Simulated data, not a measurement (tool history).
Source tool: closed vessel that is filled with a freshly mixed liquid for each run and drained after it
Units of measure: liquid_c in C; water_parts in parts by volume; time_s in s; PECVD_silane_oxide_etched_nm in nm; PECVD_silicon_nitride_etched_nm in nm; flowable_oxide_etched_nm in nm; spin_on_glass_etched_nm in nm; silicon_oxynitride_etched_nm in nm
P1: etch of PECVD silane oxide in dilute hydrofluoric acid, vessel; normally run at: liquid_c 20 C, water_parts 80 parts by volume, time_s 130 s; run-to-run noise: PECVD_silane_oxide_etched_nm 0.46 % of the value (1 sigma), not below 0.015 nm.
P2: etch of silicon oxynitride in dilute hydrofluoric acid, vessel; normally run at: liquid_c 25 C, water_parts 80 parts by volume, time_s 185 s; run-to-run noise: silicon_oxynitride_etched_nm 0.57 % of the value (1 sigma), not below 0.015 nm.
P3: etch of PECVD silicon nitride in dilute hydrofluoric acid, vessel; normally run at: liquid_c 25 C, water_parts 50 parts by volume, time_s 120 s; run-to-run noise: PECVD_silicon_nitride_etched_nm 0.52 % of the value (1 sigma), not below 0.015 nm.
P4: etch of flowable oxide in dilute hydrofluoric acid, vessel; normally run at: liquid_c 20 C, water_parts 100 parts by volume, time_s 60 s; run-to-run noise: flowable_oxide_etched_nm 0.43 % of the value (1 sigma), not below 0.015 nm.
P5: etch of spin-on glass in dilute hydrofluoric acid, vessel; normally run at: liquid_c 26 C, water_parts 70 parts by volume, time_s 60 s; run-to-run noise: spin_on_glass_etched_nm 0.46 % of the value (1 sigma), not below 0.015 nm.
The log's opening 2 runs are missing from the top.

| run | hour | process | liquid_c | water_parts | time_s | hours since the thermometer was replaced | hours since the hydrofluoric acid flow meter was replaced | PECVD_silane_oxide_etched_nm | PECVD_silicon_nitride_etched_nm | flowable_oxide_etched_nm | spin_on_glass_etched_nm | silicon_oxynitride_etched_nm |
|---|---|---|---|---|---|---|---|---|---|---|---|---|
| 3 | 11.1 | P3 | 25 | 50 | 120 | 1447.2 | 1587.2 |  | 6.7784 |  |  |  |
| 4 | 14.4 | P4 | 20 | 100 | 30 | 1450.5 | 1590.5 |  |  | 8.0613 |  |  |
| 5 | 19.1 | P1 | 20 | 80 | 130 | 1455.2 | 1595.2 | 56.953 |  |  |  |  |
| 6 | 22.1 | P3 | 25 | 50 | 55 | 1458.2 | 1598.2 |  | 3.0972 |  |  |  |
| 7 | 25.1 | P5 | 26 | 110 | 60 | 1461.2 | 1601.2 |  |  |  | 28.61 |  |
| 8 | 29.6 | P4 | 20 | 60 | 60 | 1465.7 | 1605.7 |  |  | 28.098 |  |  |
| 9 | 33.4 | P4 | 20 | 100 | 60 | 1469.5 | 1609.5 |  |  | 16.062 |  |  |
| 10 | 39.2 | P1 | 20 | 80 | 130 | 1475.3 | 1615.3 | 56.253 |  |  |  |  |
| 11 | 45.1 | P2 | 25 | 80 | 185 | 1481.2 | 1621.2 |  |  |  |  | 10.844 |
| 12 | 49.8 | P1 | 20 | 30 | 130 | 1485.9 | 1625.9 | 159.6 |  |  |  |  |
| 13 | 55.8 | P5 | 26 | 70 | 90 | 1491.9 | 1631.9 |  |  |  | 71.128 |  |
| 14 | 60.1 | P1 | 20 | 80 | 195 | 1496.2 | 1636.2 | 83.853 |  |  |  |  |
| 15 | 65.6 | P1 | 20 | 80 | 130 | 1501.7 | 1641.7 | 56.206 |  |  |  |  |
| 16 | 71 | P1 | 20 | 80 | 130 | 1507.1 | 1647.1 | 56.153 |  |  |  |  |
| 17 | 76.2 | P1 | 27 | 125 | 130 | 1512.3 | 1652.3 | 45.46 |  |  |  |  |
| 18 | 81.6 | P5 | 26 | 70 | 60 | 1517.7 | 1657.7 |  |  |  | 47.677 |  |
| 19 | 85.7 | P1 | 20 | 80 | 130 | 1521.8 | 1661.8 | 56.33 |  |  |  |  |
| 20 | 90.1 | P1 | 20 | 115 | 130 | 1526.2 | 1666.2 | 37.693 |  |  |  |  |
| 21 | 95.9 | P5 | 18.5 | 70 | 60 | 1532 | 1672 |  |  |  | 34.877 |  |

Run 22 has not been measured yet. What should we expect?
| 22 | 100.5 | P2 | 25 | 80 | 265 | 1536.6 | 1676.6 |  |  |  |  | ? |

silicon_oxynitride_etched_nm: 15.644 nm

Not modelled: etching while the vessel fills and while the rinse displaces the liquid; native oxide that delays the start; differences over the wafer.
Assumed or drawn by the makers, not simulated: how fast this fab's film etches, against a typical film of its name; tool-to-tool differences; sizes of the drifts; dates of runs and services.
